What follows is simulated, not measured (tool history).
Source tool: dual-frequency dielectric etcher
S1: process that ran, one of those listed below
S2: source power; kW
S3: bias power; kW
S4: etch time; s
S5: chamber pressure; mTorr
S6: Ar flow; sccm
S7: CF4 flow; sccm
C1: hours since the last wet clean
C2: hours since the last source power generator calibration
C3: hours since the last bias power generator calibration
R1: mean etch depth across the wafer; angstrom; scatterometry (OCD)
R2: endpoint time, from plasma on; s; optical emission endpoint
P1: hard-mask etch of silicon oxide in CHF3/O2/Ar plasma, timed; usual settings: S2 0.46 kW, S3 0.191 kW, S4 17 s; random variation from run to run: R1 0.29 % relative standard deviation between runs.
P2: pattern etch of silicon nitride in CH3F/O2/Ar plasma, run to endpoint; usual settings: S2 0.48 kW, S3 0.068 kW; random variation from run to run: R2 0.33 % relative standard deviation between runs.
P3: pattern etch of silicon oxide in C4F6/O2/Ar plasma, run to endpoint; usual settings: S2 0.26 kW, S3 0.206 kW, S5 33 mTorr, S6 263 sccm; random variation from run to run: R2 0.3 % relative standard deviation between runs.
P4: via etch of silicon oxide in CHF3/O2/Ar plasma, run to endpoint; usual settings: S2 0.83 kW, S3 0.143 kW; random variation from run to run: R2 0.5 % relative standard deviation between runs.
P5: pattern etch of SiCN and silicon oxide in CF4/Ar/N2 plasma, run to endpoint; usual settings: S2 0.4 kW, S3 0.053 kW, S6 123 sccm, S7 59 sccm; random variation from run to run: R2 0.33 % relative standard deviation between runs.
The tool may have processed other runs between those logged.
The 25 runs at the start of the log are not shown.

{"run": 26, "hour": 133.5, "S1": "P3", "S2": 0.26, "S3": 0.206, "S5": 33, "S6": 357, "C1": 436.3, "C2": 1693.3, "C3": 1755.7, "R2": 11.781}
{"run": 27, "hour": 139.1, "S1": "P4", "S2": 1.04, "S3": 0.143, "C1": 441.9, "C2": 1698.9, "C3": 1761.3, "R2": 334.89}
{"run": 28, "hour": 145.3, "S1": "P2", "S2": 0.48, "S3": 0.068, "C1": 448.1, "C2": 1705.1, "C3": 1767.5, "R2": 78.973}
{"run": 29, "hour": 150.9, "S1": "P1", "S2": 0.46, "S3": 0.191, "S4": 17, "C1": 453.7, "C2": 1710.7, "C3": 1773.1, "R1": 301.93}
{"run": 30, "hour": 155.3, "S1": "P1", "S2": 0.46, "S3": 0.191, "S4": 17, "C1": 458.1, "C2": 1715.1, "C3": 1777.5, "R1": 301.43}
{"run": 31, "hour": 159.3, "S1": "P1", "S2": 0.46, "S3": 0.191, "S4": 17, "C1": 462.1, "C2": 1719.1, "C3": 1781.5, "R1": 302.16}
{"run": 32, "hour": 162.3, "S1": "P1", "S2": 0.46, "S3": 0.191, "S4": 17, "C1": 465.1, "C2": 1722.1, "C3": 1784.5, "R1": 302.44}
{"run": 33, "hour": 167.4, "S1": "P1", "S2": 0.46, "S3": 0.191, "S4": 17, "C1": 470.2, "C2": 1727.2, "C3": 1789.6, "R1": 303.71}
{"run": 34, "hour": 172.6, "S1": "P1", "S2": 0.46, "S3": 0.191, "S4": 17, "C1": 475.4, "C2": 1732.4, "C3": 1794.8, "R1": 303.42}
{"run": 35, "hour": 177.7, "S1": "P1", "S2": 0.46, "S3": 0.191, "S4": 17, "C1": 480.5, "C2": 1737.5, "C3": 1799.9, "R1": 305.74}
{"run": 36, "hour": 180.9, "S1": "P1", "S2": 0.46, "S3": 0.191, "S4": 17, "C1": 483.7, "C2": 1740.7, "C3": 1803.1, "R1": 307.07}
{"hour": 182.6, "done": "wet clean of the chamber"}
{"run": 37, "hour": 185.7, "S1": "P1", "S2": 0.46, "S3": 0.191, "S4": 17, "C1": 3.2, "C2": 1745.5, "C3": 1807.9, "R1": 305.96}
{"run": 38, "hour": 191.4, "S1": "P1", "S2": 0.46, "S3": 0.191, "S4": 17, "C1": 8.9, "C2": 1751.2, "C3": 1813.6, "R1": 305.76}

Run 39 is up next; what results do you expect?
{"run": 39, "hour": 196.1, "S1": "P1", "S2": 0.46, "S3": 0.191, "S4": 17, "C1": 13.6, "C2": 1755.9, "C3": 1818.3, "R1": "?"}

R1: 306.5 angstrom
